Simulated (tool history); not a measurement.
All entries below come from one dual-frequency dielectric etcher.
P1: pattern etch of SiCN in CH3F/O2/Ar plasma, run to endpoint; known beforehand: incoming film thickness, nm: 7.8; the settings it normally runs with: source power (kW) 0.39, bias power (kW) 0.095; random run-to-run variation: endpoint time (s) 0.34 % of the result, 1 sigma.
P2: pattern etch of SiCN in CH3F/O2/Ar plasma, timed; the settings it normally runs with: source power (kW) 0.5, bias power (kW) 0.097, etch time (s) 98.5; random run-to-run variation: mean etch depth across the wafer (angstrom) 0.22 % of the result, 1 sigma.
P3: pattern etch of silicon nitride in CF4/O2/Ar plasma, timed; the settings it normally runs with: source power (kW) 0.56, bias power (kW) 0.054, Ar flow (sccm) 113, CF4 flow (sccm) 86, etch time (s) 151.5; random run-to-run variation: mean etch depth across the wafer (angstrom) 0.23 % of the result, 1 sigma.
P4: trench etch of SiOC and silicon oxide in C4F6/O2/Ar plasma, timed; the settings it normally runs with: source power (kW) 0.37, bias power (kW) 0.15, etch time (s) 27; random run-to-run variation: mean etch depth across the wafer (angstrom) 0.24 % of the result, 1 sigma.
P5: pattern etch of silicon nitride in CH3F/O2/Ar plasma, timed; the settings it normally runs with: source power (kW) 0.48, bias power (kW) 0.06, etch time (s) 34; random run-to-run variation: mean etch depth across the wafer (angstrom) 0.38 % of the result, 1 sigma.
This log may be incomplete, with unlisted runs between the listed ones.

run	hour	process that ran	source power (kW)	bias power (kW)	etch time (s)	Ar flow (sccm)	CF4 flow (sccm)	hours since the last wet clean	hours since the last source power generator calibration	hours since the last bias power generator calibration	endpoint time (s)	mean etch depth across the wafer (angstrom)
1	12.9	P1	0.39	0.095				131.7	2068.1	988.2	19.038	
2	27.2	P1	0.29	0.095				146	2082.4	1002.5	21.058	
3	38.1	P2	0.5	0.097	98.5			156.9	2093.3	1013.4		448.23
4	45.6	P4	0.37	0.15	27			164.4	2100.8	1020.9		500.06
5	54.7	P5	0.48	0.06	49.5			173.5	2109.9	1030		352.88
6	66.6	P3	0.56	0.054	151.5	113	53	185.4	2121.8	1041.9		2960.6
7	75.6	P5	0.33	0.06	34			194.4	2130.8	1050.9		210.16
8	86.5	P3	0.56	0.069	151.5	113	86	205.3	2141.7	1061.8		3484.7
9	100.7	P3	0.56	0.054	151.5	81	86	219.5	2155.9	1076		3307.7
10	110.6	P4	0.37	0.15	39.5			229.4	2165.8	1085.9		728.88
11	119.4	P4	0.23	0.15	27			238.2	2174.6	1094.7		414.01
12	131.4	P3	0.56	0.054	151.5	113	86	250.2	2186.6	1106.7		3168.5
13	143.4	P1	0.39	0.068				262.2	2198.6	1118.7	21.45	
14	158.3	P3	0.56	0.054	213	113	86	277.1	2213.5	1133.6		4454.9
15	172.2	P1	0.39	0.095				291	2227.4	1147.5	19.023	
16	186.9	P1	0.29	0.119				305.7	2242.1	1162.2	19.513	
17	193.9	P1	0.25	0.06				312.7	2249.1	1169.2	26.513	
18	203.5	P1	0.39	0.095				322.3	2258.7	1178.8	19.03	
19	210.7	P5	0.48	0.06	34			329.5	2265.9	1186		243.57
20	224.8	P1	0.39	0.132				343.6	2280	1200.1	16.581	
21	238.9	P3	0.74	0.054	151.5	113	86	357.7	2294.1	1214.2		4010.2
22	252.2	P1	0.39	0.095				371	2307.4	1227.5	18.96	
23	262.3	P5	0.48	0.06	34			381.1	2317.5	1237.6		242.43
24	276.4	P2	0.41	0.097	98.5			395.2	2331.6	1251.7		417.08
25	290.8	P1	0.39	0.095				409.6	2346	1266.1	18.988	
26	299.2	P2	0.5	0.097	98.5			418	2354.4	1274.5		447.34
# hour 300: source power generator calibrated
27	312.1	P3	0.56	0.054	151.5	113	86	430.9	12.2	1287.4		3171.8
28	325.4	P1	0.39	0.095				444.2	25.5	1300.7	18.993	
29	339.5	P1	0.39	0.095				458.3	39.6	1314.8	18.915	
30	348.8	P5	0.48	0.082	34			467.6	48.9	1324.1		269.03
31	356	P1	0.5	0.095				474.8	56.1	1331.3	17.3	
32	370.8	P2	0.5	0.06	98.5			489.6	70.9	1346.1		376.62
33	381.1	P4	0.37	0.18	27			499.9	81.2	1356.4		530.49
34	395.7	P2	0.5	0.097	54			514.5	95.8	1371		245.73
35	402.8	P1	0.39	0.095				521.6	102.9	1378.1	19.017	
36	415.2	P1	0.39	0.095				534	115.3	1390.5	18.775	
37	426.4	P1	0.39	0.095				545.2	126.5	1401.7	18.742	
38	438.6	P1	0.39	0.095				557.4	138.7	1413.9	18.633	
39	450.9	P1	0.39	0.095				569.7	151	1426.2	18.706	
40	457.8	P1	0.39	0.095				576.6	157.9	1433.1	18.778	
# hour 459.2: wet clean of the chamber
41	466.1	P1	0.39	0.095				7	166.2	1441.4	18.531	
42	475.8	P1	0.39	0.095				16.7	175.9	1451.1	18.669	
43	489.3	P1	0.39	0.095				30.2	189.4	1464.6	18.646	

Compared with where it was, what P1 gives has crept away. Each cause listed below fits the log as well as the rest, at the size given for it:
A: source power that arrives over what is set, % = 4.76
B: bias power that arrives over what is set, % = 4.68
Onset of the creep was near hour 402.8.
Other possible causes, and why each is ruled out:
chamber walls in a state that raises the etch rate, %: its service at hour 459.2 followed the start of the drift and did not put the process back to its old value

Which of the 4 check runs listed below separates the causes, so that each cause would produce a clearly different result? Each run uses one wafer, and its results are marked with question marks.
check 1	502.8	P3	0.56	0.054	201	113	55					?
check 2	502.8	P5	0.48	0.079	44.5							?
check 3	502.8	P2	0.5	0.082	54							?
check 4	502.8	P4	0.37	0.15	38.5							?

What every check run would give for each of its results, assuming each possible cause in turn:
check	result	if A	if B
check 1	mean etch depth across the wafer (angstrom)	4104.2	4019.7
check 2	mean etch depth across the wafer (angstrom)	353.71	353.09
check 3	mean etch depth across the wafer (angstrom)	235.17	234.93
check 4	mean etch depth across the wafer (angstrom)	725.43	722.37
Minimum pairwise separation of causes per check, each pair taken at its best-separating result: check 1 2.08 %; check 2 0.18 %; check 3 0.1 %; check 4 0.42 %
The other checks would show nearly matching results whichever cause is true, so check 1 is the only one that separates the causes.

The results of check 1 are: mean etch depth across the wafer (angstrom) 4103.5. Based on these, which of the listed causes is it?

A is the cause: source power that arrives over what is set, %.

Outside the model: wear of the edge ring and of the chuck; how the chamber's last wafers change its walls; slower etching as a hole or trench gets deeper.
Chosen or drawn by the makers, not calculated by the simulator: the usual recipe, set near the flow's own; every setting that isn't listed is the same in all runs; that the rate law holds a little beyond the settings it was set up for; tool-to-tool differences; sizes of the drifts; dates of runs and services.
